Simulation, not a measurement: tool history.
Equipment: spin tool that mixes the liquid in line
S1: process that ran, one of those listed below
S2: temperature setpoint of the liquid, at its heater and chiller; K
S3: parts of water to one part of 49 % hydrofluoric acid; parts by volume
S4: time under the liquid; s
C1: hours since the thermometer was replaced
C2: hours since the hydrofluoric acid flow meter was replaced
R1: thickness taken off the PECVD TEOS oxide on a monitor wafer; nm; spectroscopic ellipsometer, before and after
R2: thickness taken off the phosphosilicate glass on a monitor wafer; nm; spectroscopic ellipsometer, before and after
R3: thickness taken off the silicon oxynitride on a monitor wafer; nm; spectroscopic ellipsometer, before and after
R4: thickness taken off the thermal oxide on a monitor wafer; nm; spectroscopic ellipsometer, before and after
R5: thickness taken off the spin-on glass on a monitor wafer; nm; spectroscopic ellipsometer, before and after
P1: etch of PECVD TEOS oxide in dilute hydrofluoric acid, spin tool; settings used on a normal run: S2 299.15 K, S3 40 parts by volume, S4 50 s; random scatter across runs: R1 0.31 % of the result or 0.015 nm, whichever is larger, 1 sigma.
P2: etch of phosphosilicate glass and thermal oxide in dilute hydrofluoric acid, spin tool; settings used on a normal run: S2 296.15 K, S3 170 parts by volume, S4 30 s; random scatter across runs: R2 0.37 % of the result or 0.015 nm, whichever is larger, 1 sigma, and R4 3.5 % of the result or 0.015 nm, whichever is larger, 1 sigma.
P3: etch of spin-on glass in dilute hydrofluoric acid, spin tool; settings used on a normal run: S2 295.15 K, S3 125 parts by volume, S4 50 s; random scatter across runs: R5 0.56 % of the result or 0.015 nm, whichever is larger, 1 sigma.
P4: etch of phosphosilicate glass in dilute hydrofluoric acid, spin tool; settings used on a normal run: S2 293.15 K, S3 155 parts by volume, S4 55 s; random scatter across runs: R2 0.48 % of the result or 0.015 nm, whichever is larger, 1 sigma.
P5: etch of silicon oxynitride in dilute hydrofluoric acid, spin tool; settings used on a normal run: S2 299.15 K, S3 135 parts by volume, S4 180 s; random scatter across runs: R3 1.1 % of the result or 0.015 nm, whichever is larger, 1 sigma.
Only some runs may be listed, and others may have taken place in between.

run 1 hour=9.6 | S1=P1 S2=299.15 S3=40 S4=50 | C1=1183.2 C2=311.6 | R1=35.339
run 2 hour=21.8 | S1=P1 S2=299.15 S3=40 S4=50 | C1=1195.4 C2=323.8 | R1=35.123
run 3 hour=31.5 | S1=P4 S2=293.15 S3=155 S4=110 | C1=1205.1 C2=333.5 | R2=113.87
run 4 hour=43.7 | S1=P5 S2=299.15 S3=135 S4=330 | C1=1217.3 C2=345.7 | R3=3.8064
run 5 hour=61 | S1=P1 S2=299.15 S3=40 S4=25 | C1=1234.6 C2=363 | R1=17.535
run 6 hour=75.4 | S1=P2 S2=296.15 S3=170 S4=30 | C1=1249 C2=377.4 | R2=30.299 R4=0.78248
run 7 hour=83.5 | S1=P1 S2=291.65 S3=40 S4=50 | C1=1257.1 C2=385.5 | R1=25.593
run 8 hour=101.3 | S1=P4 S2=290.15 S3=155 S4=55 | C1=1274.9 C2=403.3 | R2=50.514
run 9 hour=111.8 | S1=P1 S2=299.15 S3=40 S4=50 | C1=1285.4 C2=413.8 | R1=34.881
run 10 hour=125.5 | S1=P2 S2=296.15 S3=170 S4=60 | C1=1299.1 C2=427.5 | R2=61.15 R4=1.4351
run 11 hour=134.5 | S1=P2 S2=303.65 S3=170 S4=30 | C1=1308.1 C2=436.5 | R2=40.048 R4=0.99046
run 12 hour=144.3 | S1=P2 S2=296.15 S3=310 S4=30 | C1=1317.9 C2=446.3 | R2=14.396 R4=0.37457
run 13 hour=158.7 | S1=P5 S2=299.15 S3=135 S4=180 | C1=1332.3 C2=460.7 | R3=2.1401
run 14 hour=174.9 | S1=P1 S2=299.15 S3=60 S4=50 | C1=1348.5 C2=476.9 | R1=22.683
run 15 hour=186.9 | S1=P3 S2=290.15 S3=125 S4=50 | C1=1360.5 C2=488.9 | R5=11.169
run 16 hour=201 | S1=P5 S2=299.15 S3=185 S4=180 | C1=1374.6 C2=503 | R3=1.4914
run 17 hour=218.4 | S1=P1 S2=305.15 S3=40 S4=15 | C1=1392 C2=520.4 | R1=13.313
run 18 hour=226.4 | S1=P5 S2=292.15 S3=135 S4=180 | C1=1400 C2=528.4 | R3=1.4945
run 19 hour=238.3 | S1=P1 S2=299.15 S3=40 S4=50 | C1=1411.9 C2=540.3 | R1=35.119
run 20 hour=248.4 | S1=P1 S2=303.65 S3=40 S4=50 | C1=1422 C2=550.4 | R1=42.134
run 21 hour=262.6 | S1=P3 S2=295.15 S3=125 S4=50 | C1=1436.2 C2=564.6 | R5=13.599
run 22 hour=277.3 | S1=P3 S2=295.15 S3=200 S4=50 | C1=1450.9 C2=579.3 | R5=7.8307
run 23 hour=293 | S1=P2 S2=296.15 S3=170 S4=30 | C1=1466.6 C2=595 | R2=30.5 R4=0.7368
run 24 hour=302.9 | S1=P4 S2=293.15 S3=35 S4=55 | C1=1476.5 C2=604.9 | R2=289.54
run 25 hour=312.4 | S1=P4 S2=293.15 S3=155 S4=55 | C1=1486 C2=614.4 | R2=57.081
run 26 hour=328.3 | S1=P1 S2=299.15 S3=40 S4=50 | C1=1501.9 C2=630.3 | R1=35.102
run 27 hour=338.7 | S1=P1 S2=299.15 S3=40 S4=50 | C1=1512.3 C2=640.7 | R1=34.985
run 28 hour=350.2 | S1=P1 S2=299.15 S3=40 S4=80 | C1=1523.8 C2=652.2 | R1=55.786
run 29 hour=362.3 | S1=P3 S2=295.15 S3=125 S4=85 | C1=1535.9 C2=664.3 | R5=22.98
run 30 hour=372.2 | S1=P1 S2=299.15 S3=20 S4=50 | C1=1545.8 C2=674.2 | R1=71.851
run 31 hour=382.2 | S1=P1 S2=299.15 S3=40 S4=50 | C1=1555.8 C2=684.2 | R1=35.055
run 32 hour=399.8 | S1=P1 S2=299.15 S3=40 S4=50 | C1=1573.4 C2=701.8 | R1=36.333
run 33 hour=416.9 | S1=P1 S2=299.15 S3=40 S4=50 | C1=1590.5 C2=718.9 | R1=36.766
run 34 hour=425.4 | S1=P1 S2=299.15 S3=40 S4=50 | C1=1599 C2=727.4 | R1=37.151
run 35 hour=436.2 | S1=P1 S2=299.15 S3=40 S4=50 | C1=1609.8 C2=738.2 | R1=37.573
run 36 hour=445.3 | S1=P1 S2=299.15 S3=40 S4=50 | C1=1618.9 C2=747.3 | R1=37.616
run 37 hour=458.7 | S1=P1 S2=299.15 S3=40 S4=50 | C1=1632.3 C2=760.7 | R1=37.534
run 38 hour=470.4 | S1=P1 S2=299.15 S3=40 S4=50 | C1=1644 C2=772.4 | R1=37.685
run 39 hour=479 | S1=P1 S2=299.15 S3=40 S4=50 | C1=1652.6 C2=781 | R1=38.034
run 40 hour=492.5 | S1=P1 S2=299.15 S3=40 S4=50 | C1=1666.1 C2=794.5 | R1=37.836
run 41 hour=504 | S1=P1 S2=299.15 S3=40 S4=50 | C1=1677.6 C2=806 | R1=38.025

What P1 gives has crept away from where it was. These 2 causes fit the log equally well, each at the size given:
A: hydrofluoric acid flow above the setpoint (%) = 7.6
B: liquid hotter than its thermometer reads (K) = 1.91
The drift started at roughly hour 382.2.

Question marks stand in for the results of the 4 check runs listed below, each run on one wafer. Under which run would the listed causes show clearly different results?
run check 1 hour=515.5 | S1=P5 S2=295.65 S3=135 S4=180 | R3=?
run check 2 hour=515.5 | S1=P2 S2=303.15 S3=300 S4=30 | R2=? R4=?
run check 3 hour=515.5 | S1=P3 S2=291.65 S3=125 S4=50 | R5=?
run check 4 hour=515.5 | S1=P4 S2=293.15 S3=60 S4=105 | R2=?

Outcome of each check run for each possible cause:
check=check_1 result=R3 if_A=1.9474 if_B=1.9635
check=check_2 result=R2 if_A=21.05 if_B=20.305
check=check_2 result=R4 if_A=0.50951 if_B=0.49148
check=check_3 result=R5 if_A=12.885 if_B=12.822
check=check_4 result=R2 if_A=337.58 if_B=338.13
Smallest distance between any two causes, each pair judged by its most separating result, in per cent: check 1 0.82 %; check 2 3.6 %; check 3 0.49 %; check 4 0.16 %
Check 2 distinguishes between the causes, while the remaining checks would return nearly the same result for all of them.

The results of check 2 are: R2 20.332 nm; R4 0.4666 nm. Based on these, which of the listed causes is it?

The cause is B: liquid hotter than its thermometer reads (K).
